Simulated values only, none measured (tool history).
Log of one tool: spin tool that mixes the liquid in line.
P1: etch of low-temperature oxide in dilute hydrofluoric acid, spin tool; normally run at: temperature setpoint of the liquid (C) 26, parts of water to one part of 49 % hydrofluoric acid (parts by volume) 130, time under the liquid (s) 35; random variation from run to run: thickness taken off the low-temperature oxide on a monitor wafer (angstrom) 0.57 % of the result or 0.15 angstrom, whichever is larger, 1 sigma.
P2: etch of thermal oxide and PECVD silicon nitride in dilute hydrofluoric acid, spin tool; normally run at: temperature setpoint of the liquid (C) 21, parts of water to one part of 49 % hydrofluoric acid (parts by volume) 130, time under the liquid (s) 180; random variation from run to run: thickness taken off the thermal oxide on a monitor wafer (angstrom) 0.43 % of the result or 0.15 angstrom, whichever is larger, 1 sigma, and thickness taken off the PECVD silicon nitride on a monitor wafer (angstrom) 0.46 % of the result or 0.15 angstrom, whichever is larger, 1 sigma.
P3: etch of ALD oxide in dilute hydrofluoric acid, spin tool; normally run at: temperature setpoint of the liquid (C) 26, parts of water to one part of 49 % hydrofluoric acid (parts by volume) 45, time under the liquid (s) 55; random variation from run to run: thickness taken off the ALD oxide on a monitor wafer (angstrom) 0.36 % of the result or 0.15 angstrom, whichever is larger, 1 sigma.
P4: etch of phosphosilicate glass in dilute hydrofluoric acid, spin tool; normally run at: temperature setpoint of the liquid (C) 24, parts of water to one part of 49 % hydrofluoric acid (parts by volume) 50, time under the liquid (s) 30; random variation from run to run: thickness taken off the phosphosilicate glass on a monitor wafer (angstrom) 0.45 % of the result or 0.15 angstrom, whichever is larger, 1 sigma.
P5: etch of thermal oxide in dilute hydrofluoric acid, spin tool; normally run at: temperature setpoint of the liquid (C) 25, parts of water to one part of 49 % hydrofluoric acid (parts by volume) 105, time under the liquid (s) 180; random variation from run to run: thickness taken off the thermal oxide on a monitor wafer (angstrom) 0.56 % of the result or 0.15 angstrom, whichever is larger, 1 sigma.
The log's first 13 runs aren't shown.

run   hour  process that ran  temperature setpoint of the liquid (C)  parts of water to one part of 49 % hydrofluoric acid (parts by volume)  time under the liquid (s)  hours since the thermometer was replaced  hours since the hydrofluoric acid flow meter was replaced  thickness taken off the low-temperature oxide on a monitor wafer (angstrom)  thickness taken off the ALD oxide on a monitor wafer (angstrom)  thickness taken off the thermal oxide on a monitor wafer (angstrom)  thickness taken off the PECVD silicon nitride on a monitor wafer (angstrom)  thickness taken off the phosphosilicate glass on a monitor wafer (angstrom)
 14   71.9                P1                                      26                                                                     130                         35                                    1610.3                                                     1291.1                                                                       95.331
 15   76.1                P3                                      26                                                                      45                         15                                    1614.5                                                     1295.3                                                                                                                                        94.203
 16   81.8                P3                                      26                                                                      45                         55                                    1620.2                                                       1301                                                                                                                                        344.66
 17   85.5                P2                                      21                                                                     220                        180                                    1623.9                                                     1304.7                                                                                                                                                                                                             29.573                                                                       28.537
 18   90.3                P1                                      26                                                                     130                         55                                    1628.7                                                     1309.5                                                                       148.57
 19   96.9                P2                                      21                                                                     130                        180                                    1635.3                                                     1316.1                                                                                                                                                                                                             54.701                                                                       47.499
 20  100.3                P2                                    28.5                                                                     130                        180                                    1638.7                                                     1319.5                                                                                                                                                                                                             73.453                                                                       77.133
 21  107.3                P1                                      20                                                                     130                         35                                    1645.7                                                     1326.5                                                                       76.384
 22  113.6                P5                                    30.5                                                                     105                        180                                      1652                                                     1332.8                                                                                                                                                                                                             105.67
 23  119.3                P3                                      26                                                                      45                         55                                    1657.7                                                     1338.5                                                                                                                                        343.87
 24  125.9                P1                                    31.5                                                                     130                         35                                    1664.3                                                     1345.1                                                                       116.89
 25  131.3                P1                                      26                                                                     130                         35                                    1669.7                                                     1350.5                                                                       94.904
 26  136.5                P4                                      24                                                                      50                         50                                    1674.9                                                     1355.7                                                                                                                                                                                                                                                                                                                                                                       1623.9
 27  142.8                P5                                      25                                                                     105                        335                                    1681.2                                                       1362                                                                                                                                                                                                             159.83
 28  147.7                P1                                      26                                                                     130                         35                                    1686.1                                                     1366.9                                                                        94.32
 29  154.4                P1                                      26                                                                     180                         50                                    1692.8                                                     1373.6                                                                       92.721
 30  160.3                P4                                      24                                                                      85                         30                                    1698.7                                                     1379.5                                                                                                                                                                                                                                                                                                                                                                       548.14
 31  164.3                P4                                      18                                                                      50                         30                                    1702.7                                                     1383.5                                                                                                                                                                                                                                                                                                                                                                       750.85
 32  170.7                P3                                      26                                                                      25                         55                                    1709.1                                                     1389.9                                                                                                                                        639.72
 33  176.9                P1                                      26                                                                     130                         35                                    1715.3                                                     1396.1                                                                       94.647
 34  180.8                P1                                      26                                                                     130                         35                                    1719.2                                                       1400                                                                       92.841
 35  187.7                P1                                      26                                                                     130                         35                                    1726.1                                                     1406.9                                                                       91.402

The next listed run, before its measurement:
 36  191.8                P1                                      26                                                                     130                         35                                    1730.2                                                       1411                                                                            ?

thickness taken off the low-temperature oxide on a monitor wafer (angstrom): 89.366
